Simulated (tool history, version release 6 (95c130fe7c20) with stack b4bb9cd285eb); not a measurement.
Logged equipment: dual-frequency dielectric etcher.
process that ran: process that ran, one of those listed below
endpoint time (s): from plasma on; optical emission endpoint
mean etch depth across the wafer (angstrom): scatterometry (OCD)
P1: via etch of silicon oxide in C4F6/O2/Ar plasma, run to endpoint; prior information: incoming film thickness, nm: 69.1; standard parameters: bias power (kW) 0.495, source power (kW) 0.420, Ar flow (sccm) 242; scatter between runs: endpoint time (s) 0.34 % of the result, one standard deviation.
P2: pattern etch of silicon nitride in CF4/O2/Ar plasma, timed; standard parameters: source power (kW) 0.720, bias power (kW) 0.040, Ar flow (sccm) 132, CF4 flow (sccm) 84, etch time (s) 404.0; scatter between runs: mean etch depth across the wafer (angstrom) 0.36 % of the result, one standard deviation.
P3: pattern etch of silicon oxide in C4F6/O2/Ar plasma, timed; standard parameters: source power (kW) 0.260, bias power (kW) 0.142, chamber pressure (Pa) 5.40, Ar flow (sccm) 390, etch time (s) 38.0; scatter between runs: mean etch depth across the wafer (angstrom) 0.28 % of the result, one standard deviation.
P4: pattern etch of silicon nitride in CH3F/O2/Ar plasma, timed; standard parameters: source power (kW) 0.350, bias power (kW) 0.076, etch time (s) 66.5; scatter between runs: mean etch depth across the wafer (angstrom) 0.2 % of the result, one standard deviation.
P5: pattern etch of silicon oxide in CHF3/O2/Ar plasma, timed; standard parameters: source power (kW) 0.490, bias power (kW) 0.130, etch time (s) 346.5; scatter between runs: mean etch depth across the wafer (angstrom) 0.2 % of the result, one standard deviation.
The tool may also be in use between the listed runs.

run   hour  process that ran  bias power (kW)  source power (kW)  Ar flow (sccm)  chamber pressure (Pa)  etch time (s)  CF4 flow (sccm)  hours since the last wet clean  hours since the last bias power generator calibration  hours since the last source power generator calibration  hours since the last Ar flow controller change  endpoint time (s)  mean etch depth across the wafer (angstrom)
  1    8.0                P1            0.495              0.420             242                                                                                  187.1                                                 2706.9                                                   1411.2                                           821.7             14.837
  2   23.8                P1            0.354              0.420             171                                                                                  202.9                                                 2722.7                                                   1427.0                                           837.5             16.018
  3   31.0                P3            0.142              0.260             295                   5.40           38.0                                            210.1                                                 2729.9                                                   1434.2                                           844.7                                                          914.46
  4   45.7                P5            0.130              0.490                                                 257.0                                            224.8                                                 2744.6                                                   1448.9                                           859.4                                                         4227.70
  5   53.1                P4            0.076              0.430                                                  66.5                                            232.2                                                 2752.0                                                   1456.3                                           866.8                                                          485.66
  6   68.4                P4            0.076              0.350                                                  66.5                                            247.5                                                 2767.3                                                   1471.6                                           882.1                                                          449.56
  7   78.4                P5            0.130              0.490                                                 346.5                                            257.5                                                 2777.3                                                   1481.6                                           892.1                                                         5721.30
  8   90.3                P1            0.375              0.420             242                                                                                  269.4                                                 2789.2                                                   1493.5                                           904.0             16.314
  9  101.0                P3            0.142              0.170             390                   5.40           38.0                                            280.1                                                 2799.9                                                   1504.2                                           914.7                                                          751.90
 10  114.5                P1            0.495              0.420             242                                                                                  293.6                                                 2813.4                                                   1517.7                                           928.2             14.774
 11  129.2                P5            0.167              0.490                                                 346.5                                            308.3                                                 2828.1                                                   1532.4                                           942.9                                                         6223.20
 12  137.0                P1            0.495              0.510             242                                                                                  316.1                                                 2835.9                                                   1540.2                                           950.7             13.799
 13  145.5                P4            0.076              0.350                                                  66.5                                            324.6                                                 2844.4                                                   1548.7                                           959.2                                                          449.85
 14  155.8                P2            0.040              0.720             132                                 404.0              115                           334.9                                                 2854.7                                                   1559.0                                           969.5                                                         9513.40
 15  167.4                P2            0.040              1.000             132                                 404.0               84                           346.5                                                 2866.3                                                   1570.6                                           981.1                                                        12022.00
 16  181.1                P5            0.130              0.350                                                 346.5                                            360.2                                                 2880.0                                                   1584.3                                           994.8                                                         5031.30
     189.5  -- source power generator calibrated
 17  194.2                P2            0.040              0.720             132                                 404.0               84                           373.3                                                 2893.1                                                      4.7                                          1007.9                                                         9063.70
 18  201.3                P1            0.495              0.420             189                                                                                  380.4                                                 2900.2                                                     11.8                                          1015.0             14.464
 19  212.3                P1            0.495              0.350             242                                                                                  391.4                                                 2911.2                                                     22.8                                          1026.0             15.772
 20  227.0                P2            0.040              0.720             107                                 404.0               84                           406.1                                                 2925.9                                                     37.5                                          1040.7                                                         9401.70
 21  238.7                P3            0.142              0.260             390                   5.40           38.0                                            417.8                                                 2937.6                                                     49.2                                          1052.4                                                          886.83
 22  245.7                P1            0.682              0.420             242                                                                                  424.8                                                 2944.6                                                     56.2                                          1059.4             13.128
 23  258.0                P3            0.197              0.260             390                   5.40           38.0                                            437.1                                                 2956.9                                                     68.5                                          1071.7                                                          985.49
 24  269.0                P3            0.142              0.260             390                   5.40           38.0                                            448.1                                                 2967.9                                                     79.5                                          1082.7                                                          884.56
 25  282.7                P1            0.495              0.420             242                                                                                  461.8                                                 2981.6                                                     93.2                                          1096.4             14.781
 26  290.5                P3            0.142              0.260             390                   6.73           38.0                                            469.6                                                 2989.4                                                    101.0                                          1104.2                                                          866.52
 27  305.6                P4            0.104              0.350                                                  66.5                                            484.7                                                 3004.5                                                    116.1                                          1119.3                                                          504.20
 28  318.7                P1            0.495              0.420             296                                                                                  497.8                                                 3017.6                                                    129.2                                          1132.4             15.224
 29  330.7                P1            0.386              0.420             195                                                                                  509.8                                                 3029.6                                                    141.2                                          1144.4             15.817
 30  342.6                P3            0.142              0.260             390                   5.40           52.5                                            521.7                                                 3041.5                                                    153.1                                          1156.3                                                         1222.80
 31  352.7                P2            0.040              0.720             132                                 404.0               84                           531.8                                                 3051.6                                                    163.2                                          1166.4                                                         9073.40
 32  360.9                P2            0.040              0.720             132                                 599.0               84                           540.0                                                 3059.8                                                    171.4                                          1174.6                                                        13448.00
 33  375.6                P4            0.076              0.350                                                  49.5                                            554.7                                                 3074.5                                                    186.1                                          1189.3                                                          333.51

The next listed run, before its measurement:
 34  383.9                P2            0.031              0.720             132                                 404.0               84                           563.0                                                 3082.8                                                    194.4                                          1197.6                                                               ?

mean etch depth across the wafer (angstrom): 8226.80
